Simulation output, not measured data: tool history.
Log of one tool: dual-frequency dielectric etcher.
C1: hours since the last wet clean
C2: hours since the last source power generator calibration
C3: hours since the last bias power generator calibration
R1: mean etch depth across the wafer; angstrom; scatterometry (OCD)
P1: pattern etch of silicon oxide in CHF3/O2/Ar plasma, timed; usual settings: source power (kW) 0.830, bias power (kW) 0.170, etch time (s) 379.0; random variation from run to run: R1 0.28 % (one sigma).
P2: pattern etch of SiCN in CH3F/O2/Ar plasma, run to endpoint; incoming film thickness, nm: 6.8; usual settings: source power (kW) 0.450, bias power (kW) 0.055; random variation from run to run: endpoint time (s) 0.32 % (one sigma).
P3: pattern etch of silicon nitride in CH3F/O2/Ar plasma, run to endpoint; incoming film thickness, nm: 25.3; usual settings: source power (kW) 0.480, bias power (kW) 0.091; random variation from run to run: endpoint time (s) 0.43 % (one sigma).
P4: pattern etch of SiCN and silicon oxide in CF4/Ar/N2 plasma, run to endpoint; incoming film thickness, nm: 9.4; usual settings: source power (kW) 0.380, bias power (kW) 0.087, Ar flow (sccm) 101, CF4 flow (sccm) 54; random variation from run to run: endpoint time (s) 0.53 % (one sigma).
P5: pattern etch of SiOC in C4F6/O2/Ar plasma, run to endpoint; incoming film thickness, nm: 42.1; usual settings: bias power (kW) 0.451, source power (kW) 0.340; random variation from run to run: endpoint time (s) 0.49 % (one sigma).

{"run": 1, "hour": 2.4, "process that ran": "P1", "source power (kW)": 0.83, "bias power (kW)": 0.17, "etch time (s)": 379.0, "C1": 126.8, "C2": 1356.1, "C3": 741.9, "R1": 8547.8}
{"run": 2, "hour": 6.2, "process that ran": "P3", "source power (kW)": 0.35, "bias power (kW)": 0.091, "C1": 130.6, "C2": 1359.9, "C3": 745.7, "endpoint time (s)": 35.309}
{"run": 3, "hour": 10.4, "process that ran": "P1", "source power (kW)": 0.65, "bias power (kW)": 0.17, "etch time (s)": 379.0, "C1": 134.8, "C2": 1364.1, "C3": 749.9, "R1": 7795.9}
{"run": 4, "hour": 13.6, "process that ran": "P1", "source power (kW)": 0.61, "bias power (kW)": 0.229, "etch time (s)": 379.0, "C1": 138.0, "C2": 1367.3, "C3": 753.1, "R1": 8414.9}
{"run": 5, "hour": 16.2, "process that ran": "P1", "source power (kW)": 0.83, "bias power (kW)": 0.17, "etch time (s)": 486.5, "C1": 140.6, "C2": 1369.9, "C3": 755.7, "R1": 10967.0}
{"run": 6, "hour": 18.5, "process that ran": "P1", "source power (kW)": 0.83, "bias power (kW)": 0.234, "etch time (s)": 379.0, "C1": 142.9, "C2": 1372.2, "C3": 758.0, "R1": 9488.1}
{"run": 7, "hour": 21.4, "process that ran": "P1", "source power (kW)": 0.83, "bias power (kW)": 0.17, "etch time (s)": 236.0, "C1": 145.8, "C2": 1375.1, "C3": 760.9, "R1": 5314.1}
{"run": 8, "hour": 23.8, "process that ran": "P4", "source power (kW)": 0.38, "bias power (kW)": 0.087, "Ar flow (sccm)": 101, "CF4 flow (sccm)": 54, "C1": 148.2, "C2": 1377.5, "C3": 763.3, "endpoint time (s)": 12.216}
{"run": 9, "hour": 26.1, "process that ran": "P1", "source power (kW)": 0.83, "bias power (kW)": 0.104, "etch time (s)": 379.0, "C1": 150.5, "C2": 1379.8, "C3": 765.6, "R1": 7358.7}
{"run": 10, "hour": 29.7, "process that ran": "P4", "source power (kW)": 0.38, "bias power (kW)": 0.087, "Ar flow (sccm)": 101, "CF4 flow (sccm)": 73, "C1": 154.1, "C2": 1383.4, "C3": 769.2, "endpoint time (s)": 11.682}
{"run": 11, "hour": 33.5, "process that ran": "P2", "source power (kW)": 0.45, "bias power (kW)": 0.055, "C1": 157.9, "C2": 1387.2, "C3": 773.0, "endpoint time (s)": 18.883}
{"hour": 35.8, "done": "source power generator calibrated"}
{"run": 12, "hour": 36.1, "process that ran": "P4", "source power (kW)": 0.5, "bias power (kW)": 0.087, "Ar flow (sccm)": 101, "CF4 flow (sccm)": 54, "C1": 160.5, "C2": 0.4, "C3": 775.6, "endpoint time (s)": 9.6762}
{"run": 13, "hour": 40.0, "process that ran": "P2", "source power (kW)": 0.31, "bias power (kW)": 0.055, "C1": 164.4, "C2": 4.3, "C3": 779.5, "endpoint time (s)": 21.834}
{"run": 14, "hour": 44.7, "process that ran": "P5", "source power (kW)": 0.41, "bias power (kW)": 0.451, "C1": 169.1, "C2": 9.0, "C3": 784.2, "endpoint time (s)": 13.988}
{"run": 15, "hour": 48.7, "process that ran": "P3", "source power (kW)": 0.48, "bias power (kW)": 0.091, "C1": 173.1, "C2": 13.0, "C3": 788.2, "endpoint time (s)": 31.307}
{"run": 16, "hour": 52.5, "process that ran": "P4", "source power (kW)": 0.38, "bias power (kW)": 0.052, "Ar flow (sccm)": 101, "CF4 flow (sccm)": 54, "C1": 176.9, "C2": 16.8, "C3": 792.0, "endpoint time (s)": 14.743}
{"run": 17, "hour": 55.5, "process that ran": "P5", "source power (kW)": 0.34, "bias power (kW)": 0.319, "C1": 179.9, "C2": 19.8, "C3": 795.0, "endpoint time (s)": 17.005}
{"run": 18, "hour": 58.2, "process that ran": "P1", "source power (kW)": 0.58, "bias power (kW)": 0.17, "etch time (s)": 268.5, "C1": 182.6, "C2": 22.5, "C3": 797.7, "R1": 5263.3}
{"run": 19, "hour": 61.2, "process that ran": "P1", "source power (kW)": 0.83, "bias power (kW)": 0.17, "etch time (s)": 379.0, "C1": 185.6, "C2": 25.5, "C3": 800.7, "R1": 8547.7}
{"run": 20, "hour": 63.9, "process that ran": "P1", "source power (kW)": 0.83, "bias power (kW)": 0.17, "etch time (s)": 379.0, "C1": 188.3, "C2": 28.2, "C3": 803.4, "R1": 8523.9}

Run 21 comes next. What will it give?
{"run": 21, "hour": 67.9, "process that ran": "P2", "source power (kW)": 0.45, "bias power (kW)": 0.074, "C1": 192.3, "C2": 32.2, "C3": 807.4, "endpoint time (s)": "?"}

{"run 21": {"endpoint time (s)": 17.136}}

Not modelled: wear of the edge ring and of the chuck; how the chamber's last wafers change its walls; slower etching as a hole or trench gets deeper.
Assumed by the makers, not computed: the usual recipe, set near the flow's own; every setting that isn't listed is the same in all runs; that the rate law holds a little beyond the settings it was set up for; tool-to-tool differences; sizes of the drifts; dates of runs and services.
